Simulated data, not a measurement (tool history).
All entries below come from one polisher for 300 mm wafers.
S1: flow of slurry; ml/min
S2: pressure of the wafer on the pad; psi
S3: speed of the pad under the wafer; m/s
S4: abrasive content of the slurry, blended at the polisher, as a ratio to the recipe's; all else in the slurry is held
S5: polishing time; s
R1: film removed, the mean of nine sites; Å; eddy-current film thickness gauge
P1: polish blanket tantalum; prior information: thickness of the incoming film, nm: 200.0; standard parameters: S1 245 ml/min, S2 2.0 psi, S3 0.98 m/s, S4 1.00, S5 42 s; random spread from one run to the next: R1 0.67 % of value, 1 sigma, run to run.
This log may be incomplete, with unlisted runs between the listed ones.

{"run": 1, "hour": 2.7, "S1": 245, "S2": 2.0, "S3": 0.98, "S4": 1.0, "S5": 42, "R1": 675.54}
{"run": 2, "hour": 5.9, "S1": 245, "S2": 3.2, "S3": 0.98, "S4": 1.0, "S5": 42, "R1": 1083.3}
{"run": 3, "hour": 9.3, "S1": 180, "S2": 2.0, "S3": 0.98, "S4": 1.0, "S5": 42, "R1": 647.97}
{"run": 4, "hour": 14.4, "S1": 245, "S2": 2.0, "S3": 0.98, "S4": 1.0, "S5": 42, "R1": 673.0}
{"run": 5, "hour": 19.6, "S1": 245, "S2": 2.0, "S3": 1.5, "S4": 0.75, "S5": 42, "R1": 950.99}
{"hour": 20.4, "done": "head pressure recalibrated"}
{"run": 6, "hour": 23.1, "S1": 245, "S2": 1.3, "S3": 0.98, "S4": 1.0, "S5": 42, "R1": 440.04}
{"run": 7, "hour": 25.7, "S1": 245, "S2": 2.0, "S3": 0.98, "S4": 1.0, "S5": 31, "R1": 491.04}
{"run": 8, "hour": 28.8, "S1": 245, "S2": 2.0, "S3": 0.64, "S4": 1.0, "S5": 42, "R1": 433.85}
{"run": 9, "hour": 33.9, "S1": 245, "S2": 2.0, "S3": 0.98, "S4": 1.0, "S5": 42, "R1": 677.17}
{"run": 10, "hour": 38.4, "S1": 245, "S2": 2.0, "S3": 0.98, "S4": 0.6, "S5": 42, "R1": 566.38}
{"run": 11, "hour": 41.8, "S1": 365, "S2": 2.0, "S3": 0.98, "S4": 1.0, "S5": 42, "R1": 706.4}
{"run": 12, "hour": 44.8, "S1": 245, "S2": 2.0, "S3": 0.98, "S4": 1.0, "S5": 42, "R1": 674.93}
{"run": 13, "hour": 47.4, "S1": 245, "S2": 2.0, "S3": 0.98, "S4": 1.0, "S5": 58, "R1": 931.87}
{"run": 14, "hour": 52.7, "S1": 245, "S2": 2.0, "S3": 0.98, "S4": 1.0, "S5": 42, "R1": 672.63}
{"run": 15, "hour": 57.3, "S1": 245, "S2": 2.0, "S3": 0.98, "S4": 1.4, "S5": 42, "R1": 732.54}
{"run": 16, "hour": 61.3, "S1": 245, "S2": 2.0, "S3": 1.54, "S4": 1.0, "S5": 42, "R1": 1062.6}
{"run": 17, "hour": 64.3, "S1": 245, "S2": 2.0, "S3": 0.98, "S4": 1.0, "S5": 42, "R1": 681.38}
{"run": 18, "hour": 69.5, "S1": 245, "S2": 0.9, "S3": 0.98, "S4": 1.0, "S5": 23, "R1": 166.72}
{"run": 19, "hour": 72.1, "S1": 245, "S2": 2.0, "S3": 0.98, "S4": 1.0, "S5": 42, "R1": 664.01}
{"run": 20, "hour": 75.7, "S1": 245, "S2": 2.0, "S3": 0.98, "S4": 1.0, "S5": 42, "R1": 649.62}
{"run": 21, "hour": 79.4, "S1": 245, "S2": 2.0, "S3": 0.98, "S4": 1.0, "S5": 42, "R1": 631.86}
{"hour": 82.2, "done": "slurry nozzle cleaned"}
{"run": 22, "hour": 83.6, "S1": 245, "S2": 2.0, "S3": 0.98, "S4": 1.0, "S5": 42, "R1": 613.69}
{"hour": 84.3, "done": "head pressure recalibrated"}
{"run": 23, "hour": 87.2, "S1": 245, "S2": 2.0, "S3": 0.98, "S4": 1.0, "S5": 42, "R1": 605.01}
{"run": 24, "hour": 90.8, "S1": 245, "S2": 2.0, "S3": 0.98, "S4": 1.0, "S5": 42, "R1": 598.73}
{"run": 25, "hour": 93.1, "S1": 245, "S2": 2.0, "S3": 0.98, "S4": 1.0, "S5": 42, "R1": 598.38}

Run 26 comes next. What will it give?
{"run": 26, "hour": 95.9, "S1": 245, "S2": 2.0, "S3": 0.98, "S4": 1.0, "S5": 42, "R1": "?"}

Run 26 came out at R1 594.73 Å.

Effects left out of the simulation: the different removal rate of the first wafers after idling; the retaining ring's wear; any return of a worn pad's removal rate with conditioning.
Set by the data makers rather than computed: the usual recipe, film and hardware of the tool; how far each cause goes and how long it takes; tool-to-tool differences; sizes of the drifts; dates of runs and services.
